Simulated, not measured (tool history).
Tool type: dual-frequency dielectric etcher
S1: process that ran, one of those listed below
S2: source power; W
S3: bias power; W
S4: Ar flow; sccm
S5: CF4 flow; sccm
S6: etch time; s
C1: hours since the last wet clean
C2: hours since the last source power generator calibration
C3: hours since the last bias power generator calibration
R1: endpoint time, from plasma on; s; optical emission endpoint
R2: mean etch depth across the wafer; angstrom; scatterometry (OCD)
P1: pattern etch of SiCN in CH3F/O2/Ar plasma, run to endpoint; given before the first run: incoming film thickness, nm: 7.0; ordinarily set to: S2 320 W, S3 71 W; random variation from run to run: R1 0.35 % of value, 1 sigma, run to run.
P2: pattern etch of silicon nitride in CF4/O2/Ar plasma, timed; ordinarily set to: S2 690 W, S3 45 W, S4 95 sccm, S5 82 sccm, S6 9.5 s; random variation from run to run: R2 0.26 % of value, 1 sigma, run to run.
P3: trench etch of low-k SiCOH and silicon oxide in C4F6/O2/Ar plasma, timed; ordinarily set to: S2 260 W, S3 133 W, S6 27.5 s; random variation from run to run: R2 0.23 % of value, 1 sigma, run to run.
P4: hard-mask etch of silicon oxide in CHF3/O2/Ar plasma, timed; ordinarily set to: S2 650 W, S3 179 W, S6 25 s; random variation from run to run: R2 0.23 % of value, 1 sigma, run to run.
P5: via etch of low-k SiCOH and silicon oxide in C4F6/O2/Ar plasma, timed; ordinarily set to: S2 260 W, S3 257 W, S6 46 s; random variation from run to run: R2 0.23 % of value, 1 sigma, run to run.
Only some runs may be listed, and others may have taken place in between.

run   hour  S1   S2   S3   S4  S5    S6     C1      C2      C3      R1      R2
  1    2.9  P1  320   71                 421.8  1289.4  1205.1  20.616
  2    6.6  P2  690   45  129  82   9.5  425.5  1293.1  1208.8          213.96
  3   12.4  P2  690   33   95  82   9.5  431.3  1298.9  1214.6          201.18
  4   17.3  P4  650  248             25  436.2  1303.8  1219.5          559.02
  5   23.3  P2  690   45   95  61   9.5  442.2  1309.8  1225.5          213.33
  6   26.8  P2  690   45   95  82    13  445.7  1313.3    1229             305
  7   31.2  P4  650  179             18  450.1  1317.7  1233.4          357.05
  8   34.7  P3  260  133           27.5  453.6  1321.2  1236.9          652.05
  9   37.9  P5  260  257             46  456.8  1324.4  1240.1            1176
 10     42  P2  690   45   95  82   9.5  460.9  1328.5  1244.2          223.56
 11   48.3  P5  260  257             46  467.2  1334.8  1250.5          1183.8
 12   52.4  P1  320   86                 471.3  1338.9  1254.6  19.233
 13   57.3  P3  260  133           16.5  476.2  1343.8  1259.5          389.37
 14   61.4  P2  550   45   95  82   9.5  480.3  1347.9  1263.6          183.73
 15   67.4  P1  430   44                 486.3  1353.9  1269.6  21.643
 16   73.4  P5  350  257             46  492.3  1359.9  1275.6          1320.7
 17   77.1  P1  320   71                   496  1363.6  1279.3  20.478
 18     82  P4  440  179             25  500.9  1368.5  1284.2          426.23
 19   86.6  P4  650  179             25  505.5  1373.1  1288.8          498.82
 20   91.3  P5  260  257             64  510.2  1377.8  1293.5          1635.6
 21   95.5  P5  260  163             46  514.4    1382  1297.7          1012.2
 22  101.1  P4  650  179             25    520  1387.6  1303.3          498.32
 23    107  P3  260  176           27.5  525.9  1393.5  1309.2          711.66
 24  111.8  P1  220   71                 530.7  1398.3    1314  23.557
 25  118.1  P3  160  133           27.5    537  1404.6  1320.3          538.86
 26  123.5  P1  430   71                 542.4    1410  1325.7   18.38
 27  128.6  P1  320   71                 547.5  1415.1  1330.8  20.479
 28  132.8  P1  320   71                 551.7  1419.3    1335  20.536
 29  139.2  P1  320   50                 558.1  1425.7  1341.4   23.19
 30    143  P1  320   71                 561.9  1429.5  1345.2  20.639
 31  147.1  P1  320   71                   566  1433.6  1349.3  20.685
 32    153  P1  320   71                 571.9  1439.5  1355.2  20.734
 33  159.4  P1  320   71                 578.3  1445.9  1361.6  20.784
 34  164.4  P1  320   71                 583.3  1450.9  1366.6  20.865
     164.7  -- wet clean of the chamber
 35  167.2  P1  320   71                   2.6  1453.7  1369.4   21.03
 36  170.4  P1  320   71                   5.8  1456.9  1372.6  20.963
 37  175.8  P1  320   71                  11.2  1462.3    1378  20.876
 38  178.7  P1  320   71                  14.1  1465.2  1380.9  20.878
 39  183.9  P1  320   71                  19.3  1470.4  1386.1   20.92
 40    188  P1  320   71                  23.4  1474.5  1390.2  20.941
 41  193.4  P1  320   71                  28.8  1479.9  1395.6  20.975

P1 no longer gives what it gave before; its output has crept away from where it was. The following 2 causes, each at its listed size, fit the log equally well:
A: source power that arrives under what is set, % = 4.53
B: bias power that arrives under what is set, % = 4.75
Creep in the process output first set in at about hour 143.
The rest of the possible causes, and what rules out each one:
chamber walls in a state that lowers the etch rate, %: was serviced at hour 164.7, once the creep was under way, yet the earlier output never came back

The check runs listed below each take one wafer, and their results are still question marks. Under which run would the listed causes lead to clearly different results?
check 1  198.8  P4  470  179            25                   ?
check 2  198.8  P2  690   45  95  82  11.5                   ?
check 3  198.8  P5  260  220            46                   ?
check 4  198.8  P3  200  133          27.5                   ?

What every check run would give for each of its results, assuming each possible cause in turn:
  check  result    if A    if B
check 1      R2  432.12  432.59
check 2      R2  260.16  266.19
check 3      R2  1096.6    1098
check 4      R2  577.77  579.52
Distance between the nearest two causes, measured in the result of the check that separates them most: check 1 0.11 %; check 2 2.29 %; check 3 0.13 %; check 4 0.3 %
The causes can be told apart only by check 2. The other checks would give nearly the same results under each of them.

After running check 2, the following was obtained: R2 261.41 angstrom. Which cause does this point to?

It is A: source power that arrives under what is set, %.

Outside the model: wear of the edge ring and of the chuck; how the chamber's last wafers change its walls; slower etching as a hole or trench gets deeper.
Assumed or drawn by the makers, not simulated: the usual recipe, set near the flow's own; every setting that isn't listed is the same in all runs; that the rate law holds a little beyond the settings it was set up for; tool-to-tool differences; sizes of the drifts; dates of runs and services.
